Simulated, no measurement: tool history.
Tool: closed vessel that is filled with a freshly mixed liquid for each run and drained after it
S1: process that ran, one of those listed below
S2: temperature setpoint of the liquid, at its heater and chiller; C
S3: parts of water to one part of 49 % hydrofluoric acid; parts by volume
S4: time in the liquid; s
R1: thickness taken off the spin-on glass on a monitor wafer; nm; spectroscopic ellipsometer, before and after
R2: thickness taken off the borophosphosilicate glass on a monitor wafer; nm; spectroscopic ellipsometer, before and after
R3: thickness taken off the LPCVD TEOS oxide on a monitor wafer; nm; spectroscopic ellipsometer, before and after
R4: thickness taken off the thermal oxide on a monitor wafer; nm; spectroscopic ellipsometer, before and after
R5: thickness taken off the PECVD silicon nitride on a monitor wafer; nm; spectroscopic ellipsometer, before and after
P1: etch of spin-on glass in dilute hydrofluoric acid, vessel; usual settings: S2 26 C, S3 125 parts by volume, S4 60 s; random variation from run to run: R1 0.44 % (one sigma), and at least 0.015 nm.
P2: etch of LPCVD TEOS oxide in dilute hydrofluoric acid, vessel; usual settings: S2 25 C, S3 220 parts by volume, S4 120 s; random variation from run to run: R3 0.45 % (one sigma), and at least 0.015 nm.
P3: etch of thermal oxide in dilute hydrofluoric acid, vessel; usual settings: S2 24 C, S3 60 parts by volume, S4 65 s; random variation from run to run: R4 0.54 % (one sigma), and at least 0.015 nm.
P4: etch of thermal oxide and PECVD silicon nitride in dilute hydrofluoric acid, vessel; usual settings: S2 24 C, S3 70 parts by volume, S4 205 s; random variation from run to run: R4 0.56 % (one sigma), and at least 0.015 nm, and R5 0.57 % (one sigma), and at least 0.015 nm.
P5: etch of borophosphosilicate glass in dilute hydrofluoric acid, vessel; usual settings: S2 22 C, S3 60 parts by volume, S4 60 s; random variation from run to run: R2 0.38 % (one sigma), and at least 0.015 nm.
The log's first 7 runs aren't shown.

| run | hour | S1 | S2 | S3 | S4 | R1 | R2 | R3 | R4 | R5 |
|---|---|---|---|---|---|---|---|---|---|---|
| 8 | 60.1 | P1 | 17.5 | 125 | 60 | 10.44 |  |  |  |  |
| 9 | 67.6 | P5 | 22 | 60 | 30 |  | 41.8 |  |  |  |
| 10 | 76.6 | P1 | 26 | 125 | 60 | 14.573 |  |  |  |  |
| 11 | 81.8 | P1 | 26 | 125 | 30 | 7.2504 |  |  |  |  |
| 12 | 90.7 | P2 | 28.5 | 220 | 120 |  |  | 20.685 |  |  |
| 13 | 96.2 | P3 | 31 | 60 | 65 |  |  |  | 7.2289 |  |
| 14 | 101.2 | P4 | 24 | 70 | 205 |  |  |  | 13.551 | 8.2281 |
| 15 | 107.7 | P5 | 22 | 60 | 60 |  | 83.134 |  |  |  |
| 16 | 117.1 | P1 | 26 | 125 | 60 | 14.544 |  |  |  |  |
| 17 | 127.2 | P1 | 26 | 125 | 100 | 24.358 |  |  |  |  |
| 18 | 136.9 | P4 | 24 | 25 | 205 |  |  |  | 40.281 | 22.446 |
| 19 | 147.7 | P1 | 32.5 | 125 | 60 | 18.396 |  |  |  |  |
|  | 148.3 | thermometer replaced |
| 20 | 152.7 | P1 | 26 | 60 | 60 | 32.813 |  |  |  |  |
| 21 | 160.1 | P5 | 28 | 60 | 60 |  | 106.3 |  |  |  |
| 22 | 165.8 | P3 | 24 | 60 | 65 |  |  |  | 5.4367 |  |
| 23 | 174.9 | P1 | 26 | 220 | 60 | 7.446 |  |  |  |  |
| 24 | 185.4 | P2 | 25 | 120 | 120 |  |  | 37.853 |  |  |
| 25 | 195.4 | P2 | 25 | 220 | 120 |  |  | 18.231 |  |  |
| 26 | 202.6 | P4 | 24 | 70 | 390 |  |  |  | 25.856 | 15.542 |
| 27 | 211.9 | P1 | 26 | 125 | 60 | 14.486 |  |  |  |  |
| 28 | 222.5 | P4 | 31 | 70 | 205 |  |  |  | 17.847 | 12.921 |
| 29 | 227.2 | P1 | 22.5 | 50 | 60 | 34.809 |  |  |  |  |
| 30 | 233.1 | P2 | 25 | 220 | 30 |  |  | 4.57 |  |  |

Forecast run 31:
| 31 | 240.1 | P1 | 26 | 125 | 60 | ? |  |  |  |  |

{"run 31": {"R1": 14.636}}
